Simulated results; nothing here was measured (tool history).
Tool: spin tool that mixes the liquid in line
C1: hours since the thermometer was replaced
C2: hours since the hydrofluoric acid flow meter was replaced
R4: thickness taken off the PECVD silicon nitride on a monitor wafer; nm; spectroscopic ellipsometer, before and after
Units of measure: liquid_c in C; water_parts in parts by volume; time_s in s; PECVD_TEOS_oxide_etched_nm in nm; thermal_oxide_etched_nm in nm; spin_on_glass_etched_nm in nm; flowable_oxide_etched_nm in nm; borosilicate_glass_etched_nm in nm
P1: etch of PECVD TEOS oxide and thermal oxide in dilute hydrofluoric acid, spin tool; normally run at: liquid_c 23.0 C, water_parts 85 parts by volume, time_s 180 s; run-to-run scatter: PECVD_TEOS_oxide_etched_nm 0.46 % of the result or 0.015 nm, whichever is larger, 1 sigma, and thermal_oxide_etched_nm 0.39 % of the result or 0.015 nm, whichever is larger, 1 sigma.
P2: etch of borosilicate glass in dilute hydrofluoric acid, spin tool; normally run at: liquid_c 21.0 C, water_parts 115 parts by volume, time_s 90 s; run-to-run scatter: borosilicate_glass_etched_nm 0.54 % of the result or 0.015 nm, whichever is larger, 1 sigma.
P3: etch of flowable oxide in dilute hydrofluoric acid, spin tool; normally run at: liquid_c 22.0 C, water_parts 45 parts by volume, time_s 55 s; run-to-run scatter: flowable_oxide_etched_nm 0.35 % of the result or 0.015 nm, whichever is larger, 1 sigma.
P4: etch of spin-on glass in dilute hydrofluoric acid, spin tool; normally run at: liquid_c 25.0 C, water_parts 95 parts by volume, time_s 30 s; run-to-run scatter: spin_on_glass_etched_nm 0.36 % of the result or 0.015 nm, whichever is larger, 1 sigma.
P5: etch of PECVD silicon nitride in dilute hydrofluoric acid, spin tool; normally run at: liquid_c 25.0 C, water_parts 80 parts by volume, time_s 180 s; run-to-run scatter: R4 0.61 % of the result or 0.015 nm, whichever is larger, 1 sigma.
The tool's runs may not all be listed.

run 1 hour=3.2 | process=P1 liquid_c=23.0 water_parts=85 time_s=180 | C1=211.9 C2=797.0 | PECVD_TEOS_oxide_etched_nm=18.8270 thermal_oxide_etched_nm=10.2710
run 2 hour=6.5 | process=P1 liquid_c=23.0 water_parts=85 time_s=180 | C1=215.2 C2=800.3 | PECVD_TEOS_oxide_etched_nm=18.5890 thermal_oxide_etched_nm=10.2490
run 3 hour=9.1 | process=P1 liquid_c=23.0 water_parts=140 time_s=180 | C1=217.8 C2=802.9 | PECVD_TEOS_oxide_etched_nm=10.6670 thermal_oxide_etched_nm=5.7775
run 4 hour=13.0 | process=P4 liquid_c=25.0 water_parts=95 time_s=55 | C1=221.7 C2=806.8 | spin_on_glass_etched_nm=40.080
run 5 hour=16.4 | process=P1 liquid_c=23.0 water_parts=85 time_s=180 | C1=225.1 C2=810.2 | PECVD_TEOS_oxide_etched_nm=18.7670 thermal_oxide_etched_nm=10.1980
run 6 hour=19.2 | process=P1 liquid_c=23.0 water_parts=30 time_s=180 | C1=227.9 C2=813.0 | PECVD_TEOS_oxide_etched_nm=56.7340 thermal_oxide_etched_nm=31.1260
run 7 hour=21.2 | process=P5 liquid_c=21.0 water_parts=80 time_s=180 | C1=229.9 C2=815.0 | R4=3.0004
run 8 hour=24.8 | process=P1 liquid_c=23.0 water_parts=85 time_s=45 | C1=233.5 C2=818.6 | PECVD_TEOS_oxide_etched_nm=4.6574 thermal_oxide_etched_nm=2.5708
run 9 hour=27.8 | process=P1 liquid_c=23.0 water_parts=85 time_s=180 | C1=236.5 C2=821.6 | PECVD_TEOS_oxide_etched_nm=18.6010 thermal_oxide_etched_nm=10.2080
run 10 hour=31.6 | process=P1 liquid_c=23.0 water_parts=55 time_s=40 | C1=240.3 C2=825.4 | PECVD_TEOS_oxide_etched_nm=6.7113 thermal_oxide_etched_nm=3.6411
run 11 hour=35.1 | process=P4 liquid_c=25.0 water_parts=95 time_s=30 | C1=243.8 C2=828.9 | spin_on_glass_etched_nm=21.933
run 12 hour=37.9 | process=P1 liquid_c=23.0 water_parts=40 time_s=305 | C1=246.6 C2=831.7 | PECVD_TEOS_oxide_etched_nm=71.5610 thermal_oxide_etched_nm=39.2760
-- hour=40.8 thermometer replaced
run 13 hour=41.7 | process=P1 liquid_c=23.0 water_parts=85 time_s=305 | C1=0.9 C2=835.5 | PECVD_TEOS_oxide_etched_nm=31.7110 thermal_oxide_etched_nm=17.4450
run 14 hour=45.4 | process=P3 liquid_c=22.0 water_parts=45 time_s=25 | C1=4.6 C2=839.2 | flowable_oxide_etched_nm=14.496
run 15 hour=48.5 | process=P2 liquid_c=21.0 water_parts=115 time_s=40 | C1=7.7 C2=842.3 | borosilicate_glass_etched_nm=9.6596
run 16 hour=50.9 | process=P1 liquid_c=17.0 water_parts=85 time_s=180 | C1=10.1 C2=844.7 | PECVD_TEOS_oxide_etched_nm=14.6890 thermal_oxide_etched_nm=7.9827
run 17 hour=55.1 | process=P3 liquid_c=22.0 water_parts=20 time_s=55 | C1=14.3 C2=848.9 | flowable_oxide_etched_nm=74.067
run 18 hour=59.0 | process=P2 liquid_c=21.0 water_parts=210 time_s=90 | C1=18.2 C2=852.8 | borosilicate_glass_etched_nm=10.7690
run 19 hour=61.8 | process=P3 liquid_c=22.0 water_parts=45 time_s=55 | C1=21.0 C2=855.6 | flowable_oxide_etched_nm=31.892
run 20 hour=65.4 | process=P5 liquid_c=25.0 water_parts=80 time_s=180 | C1=24.6 C2=859.2 | R4=4.0046
run 21 hour=69.5 | process=P5 liquid_c=25.0 water_parts=20 time_s=180 | C1=28.7 C2=863.3 | R4=15.3960
run 22 hour=73.5 | process=P4 liquid_c=25.0 water_parts=155 time_s=30 | C1=32.7 C2=867.3 | spin_on_glass_etched_nm=12.516
run 23 hour=75.5 | process=P1 liquid_c=23.0 water_parts=85 time_s=180 | C1=34.7 C2=869.3 | PECVD_TEOS_oxide_etched_nm=18.7350 thermal_oxide_etched_nm=10.2140
run 24 hour=77.7 | process=P5 liquid_c=25.0 water_parts=80 time_s=295 | C1=36.9 C2=871.5 | R4=6.5399
run 25 hour=81.4 | process=P2 liquid_c=21.0 water_parts=115 time_s=90 | C1=40.6 C2=875.2 | borosilicate_glass_etched_nm=21.8310
run 26 hour=84.0 | process=P3 liquid_c=17.0 water_parts=45 time_s=55 | C1=43.2 C2=877.8 | flowable_oxide_etched_nm=25.704
run 27 hour=88.3 | process=P4 liquid_c=25.0 water_parts=95 time_s=30 | C1=47.5 C2=882.1 | spin_on_glass_etched_nm=22.099
run 28 hour=92.4 | process=P4 liquid_c=17.5 water_parts=95 time_s=30 | C1=51.6 C2=886.2 | spin_on_glass_etched_nm=16.273
run 29 hour=96.9 | process=P1 liquid_c=29.5 water_parts=85 time_s=180 | C1=56.1 C2=890.7 | PECVD_TEOS_oxide_etched_nm=24.0250 thermal_oxide_etched_nm=13.1840
run 30 hour=98.8 | process=P2 liquid_c=29.0 water_parts=115 time_s=90 | C1=58.0 C2=892.6 | borosilicate_glass_etched_nm=29.5630
run 31 hour=101.3 | process=P1 liquid_c=23.0 water_parts=85 time_s=180 | C1=60.5 C2=895.1 | PECVD_TEOS_oxide_etched_nm=18.6130 thermal_oxide_etched_nm=10.2450
run 32 hour=105.4 | process=P1 liquid_c=23.0 water_parts=85 time_s=180 | C1=64.6 C2=899.2 | PECVD_TEOS_oxide_etched_nm=19.4020 thermal_oxide_etched_nm=10.5130
run 33 hour=109.8 | process=P1 liquid_c=23.0 water_parts=85 time_s=180 | C1=69.0 C2=903.6 | PECVD_TEOS_oxide_etched_nm=19.6380 thermal_oxide_etched_nm=10.7350
run 34 hour=113.5 | process=P1 liquid_c=23.0 water_parts=85 time_s=180 | C1=72.7 C2=907.3 | PECVD_TEOS_oxide_etched_nm=19.7780 thermal_oxide_etched_nm=10.8680
run 35 hour=115.9 | process=P1 liquid_c=23.0 water_parts=85 time_s=180 | C1=75.1 C2=909.7 | PECVD_TEOS_oxide_etched_nm=19.9190 thermal_oxide_etched_nm=10.8130
run 36 hour=119.9 | process=P1 liquid_c=23.0 water_parts=85 time_s=180 | C1=79.1 C2=913.7 | PECVD_TEOS_oxide_etched_nm=19.9400 thermal_oxide_etched_nm=10.9740
run 37 hour=122.5 | process=P1 liquid_c=23.0 water_parts=85 time_s=180 | C1=81.7 C2=916.3 | PECVD_TEOS_oxide_etched_nm=20.0340 thermal_oxide_etched_nm=10.9660

The log shows P1 creeping away from where it was. Any of the 2 causes listed here, at the size stated for it, fits the log just as well as the others:
A: hydrofluoric acid flow above the setpoint (%) = 5.98
B: liquid hotter than its thermometer reads (K) = 1.6
At approximately hour 101.3, the process output began to creep.

The 4 check runs listed below each average the results of 2 wafers, and their outcomes are marked with question marks. Under which run would the listed causes produce clearly different results?
run check 1 hour=125.1 | process=P2 liquid_c=21.0 water_parts=115 time_s=90 | borosilicate_glass_etched_nm=?
run check 2 hour=125.1 | process=P4 liquid_c=25.0 water_parts=95 time_s=30 | spin_on_glass_etched_nm=?
run check 3 hour=125.1 | process=P5 liquid_c=25.0 water_parts=80 time_s=180 | R4=?
run check 4 hour=125.1 | process=P3 liquid_c=22.0 water_parts=45 time_s=55 | flowable_oxide_etched_nm=?

If the cause were each of the candidates in turn, the checks would give the following:
check=check_1 result=borosilicate_glass_etched_nm if_A=23.1320 if_B=23.1000
check=check_2 result=spin_on_glass_etched_nm if_A=23.446 if_B=23.392
check=check_3 result=R4 if_A=4.2099 if_B=4.4152
check=check_4 result=flowable_oxide_etched_nm if_A=33.916 if_B=34.100
Smallest distance between any two causes, each pair judged by its most separating result, in per cent: check 1 0.14 %; check 2 0.23 %; check 3 4.76 %; check 4 0.54 %
Check 3 is the one run that separates the causes; every other check would come out nearly the same whichever cause is at work.

With check 3 done, the readings were: R4 4.4135 nm. Identify which of the listed causes applies.

The cause is B: liquid hotter than its thermometer reads (K).
